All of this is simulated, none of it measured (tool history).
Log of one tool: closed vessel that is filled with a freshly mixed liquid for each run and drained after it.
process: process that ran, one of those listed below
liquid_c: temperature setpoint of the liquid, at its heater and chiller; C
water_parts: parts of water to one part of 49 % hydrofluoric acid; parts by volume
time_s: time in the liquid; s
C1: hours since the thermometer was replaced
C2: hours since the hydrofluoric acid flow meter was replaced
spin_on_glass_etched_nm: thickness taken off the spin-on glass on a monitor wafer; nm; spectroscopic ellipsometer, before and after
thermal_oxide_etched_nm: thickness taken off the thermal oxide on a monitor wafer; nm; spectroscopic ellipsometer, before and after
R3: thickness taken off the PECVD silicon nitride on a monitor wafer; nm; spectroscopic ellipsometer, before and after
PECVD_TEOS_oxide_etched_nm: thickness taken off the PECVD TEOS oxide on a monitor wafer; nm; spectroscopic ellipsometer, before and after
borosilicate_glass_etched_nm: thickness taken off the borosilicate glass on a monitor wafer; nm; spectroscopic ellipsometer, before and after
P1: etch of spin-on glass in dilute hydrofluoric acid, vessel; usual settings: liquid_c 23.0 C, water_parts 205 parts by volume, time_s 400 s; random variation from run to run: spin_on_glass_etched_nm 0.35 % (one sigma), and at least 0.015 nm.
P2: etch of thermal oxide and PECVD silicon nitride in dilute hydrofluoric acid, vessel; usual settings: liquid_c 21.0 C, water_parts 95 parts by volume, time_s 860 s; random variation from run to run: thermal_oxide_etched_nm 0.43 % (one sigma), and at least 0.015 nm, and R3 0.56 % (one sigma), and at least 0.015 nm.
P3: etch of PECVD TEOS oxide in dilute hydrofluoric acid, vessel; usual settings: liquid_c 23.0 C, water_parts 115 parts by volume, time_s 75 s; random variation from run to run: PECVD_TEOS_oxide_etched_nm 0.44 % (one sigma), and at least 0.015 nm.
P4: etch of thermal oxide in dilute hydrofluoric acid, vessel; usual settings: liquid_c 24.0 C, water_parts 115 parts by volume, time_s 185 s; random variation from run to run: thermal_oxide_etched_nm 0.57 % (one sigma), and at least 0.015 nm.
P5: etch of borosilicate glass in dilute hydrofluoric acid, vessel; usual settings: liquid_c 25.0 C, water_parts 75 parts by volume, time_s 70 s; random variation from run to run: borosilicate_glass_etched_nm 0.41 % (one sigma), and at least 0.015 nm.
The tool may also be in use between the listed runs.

Run 1, day 0.479: process P1, liquid_c 23.0 C, water_parts 205 parts by volume, time_s 400 s; C1 588.3; C2 665.5. Result: spin_on_glass_etched_nm 52.398 nm.
Run 2, day 1.058: process P2, liquid_c 21.0 C, water_parts 95 parts by volume, time_s 435 s; C1 602.2; C2 679.4. Result: thermal_oxide_etched_nm 18.7420 nm, R3 12.916 nm.
Run 3, day 1.850: process P1, liquid_c 18.5 C, water_parts 205 parts by volume, time_s 400 s; C1 621.2; C2 698.4. Result: spin_on_glass_etched_nm 44.526 nm.
Run 4, day 2.617: process P1, liquid_c 23.0 C, water_parts 205 parts by volume, time_s 675 s; C1 639.6; C2 716.8. Result: spin_on_glass_etched_nm 89.199 nm.
Run 5, day 3.050: process P1, liquid_c 23.0 C, water_parts 130 parts by volume, time_s 755 s; C1 650.0; C2 727.2. Result: spin_on_glass_etched_nm 170.260 nm.
Run 6, day 3.808: process P3, liquid_c 23.0 C, water_parts 115 parts by volume, time_s 75 s; C1 668.2; C2 745.4. Result: PECVD_TEOS_oxide_etched_nm 17.4310 nm.
Run 7, day 4.383: process P1, liquid_c 23.0 C, water_parts 205 parts by volume, time_s 400 s; C1 682.0; C2 759.2. Result: spin_on_glass_etched_nm 52.680 nm.
Run 8, day 5.112: process P5, liquid_c 25.0 C, water_parts 75 parts by volume, time_s 70 s; C1 699.5; C2 776.7. Result: borosilicate_glass_etched_nm 55.868 nm.
Run 9, day 5.779: process P5, liquid_c 25.0 C, water_parts 75 parts by volume, time_s 70 s; C1 715.5; C2 792.7. Result: borosilicate_glass_etched_nm 55.705 nm.
Run 10, day 6.308: process P1, liquid_c 27.5 C, water_parts 130 parts by volume, time_s 400 s; C1 728.2; C2 805.4. Result: spin_on_glass_etched_nm 107.540 nm.
At day 6.546: thermometer replaced.
Run 11, day 6.662: process P5, liquid_c 25.0 C, water_parts 75 parts by volume, time_s 35 s; C1 2.8; C2 813.9. Result: borosilicate_glass_etched_nm 27.838 nm.
Run 12, day 7.296: process P3, liquid_c 23.0 C, water_parts 115 parts by volume, time_s 30 s; C1 18.0; C2 829.1. Result: PECVD_TEOS_oxide_etched_nm 6.9429 nm.
Run 13, day 7.962: process P4, liquid_c 17.5 C, water_parts 115 parts by volume, time_s 185 s; C1 34.0; C2 845.1. Result: thermal_oxide_etched_nm 5.4541 nm.
Run 14, day 8.692: process P4, liquid_c 24.0 C, water_parts 115 parts by volume, time_s 80 s; C1 51.5; C2 862.6. Result: thermal_oxide_etched_nm 3.0635 nm.
Run 15, day 9.367: process P4, liquid_c 24.0 C, water_parts 115 parts by volume, time_s 185 s; C1 67.7; C2 878.8. Result: thermal_oxide_etched_nm 7.1501 nm.
Run 16, day 9.929: process P1, liquid_c 23.0 C, water_parts 205 parts by volume, time_s 400 s; C1 81.2; C2 892.3. Result: spin_on_glass_etched_nm 52.381 nm.
Run 17, day 10.283: process P1, liquid_c 27.5 C, water_parts 205 parts by volume, time_s 400 s; C1 89.7; C2 900.8. Result: spin_on_glass_etched_nm 61.817 nm.
Run 18, day 11.017: process P1, liquid_c 23.0 C, water_parts 205 parts by volume, time_s 400 s; C1 107.3; C2 918.4. Result: spin_on_glass_etched_nm 52.489 nm.
Run 19, day 11.604: process P3, liquid_c 23.0 C, water_parts 40 parts by volume, time_s 75 s; C1 121.4; C2 932.5. Result: PECVD_TEOS_oxide_etched_nm 55.1400 nm.
Run 20, day 12.329: process P2, liquid_c 21.0 C, water_parts 95 parts by volume, time_s 860 s; C1 138.8; C2 949.9. Result: thermal_oxide_etched_nm 37.3580 nm, R3 25.399 nm.
Run 21, day 12.688: process P1, liquid_c 23.0 C, water_parts 205 parts by volume, time_s 180 s; C1 147.4; C2 958.5. Result: spin_on_glass_etched_nm 23.659 nm.
Run 22, day 13.250: process P1, liquid_c 23.0 C, water_parts 290 parts by volume, time_s 400 s; C1 160.9; C2 972.0. Result: spin_on_glass_etched_nm 34.342 nm.
Run 23, day 13.600: process P5, liquid_c 29.5 C, water_parts 75 parts by volume, time_s 70 s; C1 169.3; C2 980.4. Result: borosilicate_glass_etched_nm 66.706 nm.
Run 24, day 14.317: process P2, liquid_c 25.5 C, water_parts 95 parts by volume, time_s 860 s; C1 186.5; C2 997.6. Result: thermal_oxide_etched_nm 44.2090 nm, R3 34.211 nm.
Run 25, day 14.904: process P2, liquid_c 21.0 C, water_parts 25 parts by volume, time_s 860 s; C1 200.6; C2 1011.7. Result: thermal_oxide_etched_nm 153.8600 nm, R3 93.669 nm.
Run 26, day 15.508: process P4, liquid_c 24.0 C, water_parts 45 parts by volume, time_s 185 s; C1 215.1; C2 1026.2. Result: thermal_oxide_etched_nm 19.9330 nm.
Run 27, day 15.900: process P1, liquid_c 23.0 C, water_parts 205 parts by volume, time_s 400 s; C1 224.5; C2 1035.6. Result: spin_on_glass_etched_nm 52.550 nm.

Run 28 comes next. What will it give?
Run 28, day 16.683: process P3, liquid_c 29.5 C, water_parts 115 parts by volume, time_s 75 s; C1 243.3; C2 1054.4. Result: PECVD_TEOS_oxide_etched_nm ?.

Run 28 gave PECVD_TEOS_oxide_etched_nm 22.3150 nm.
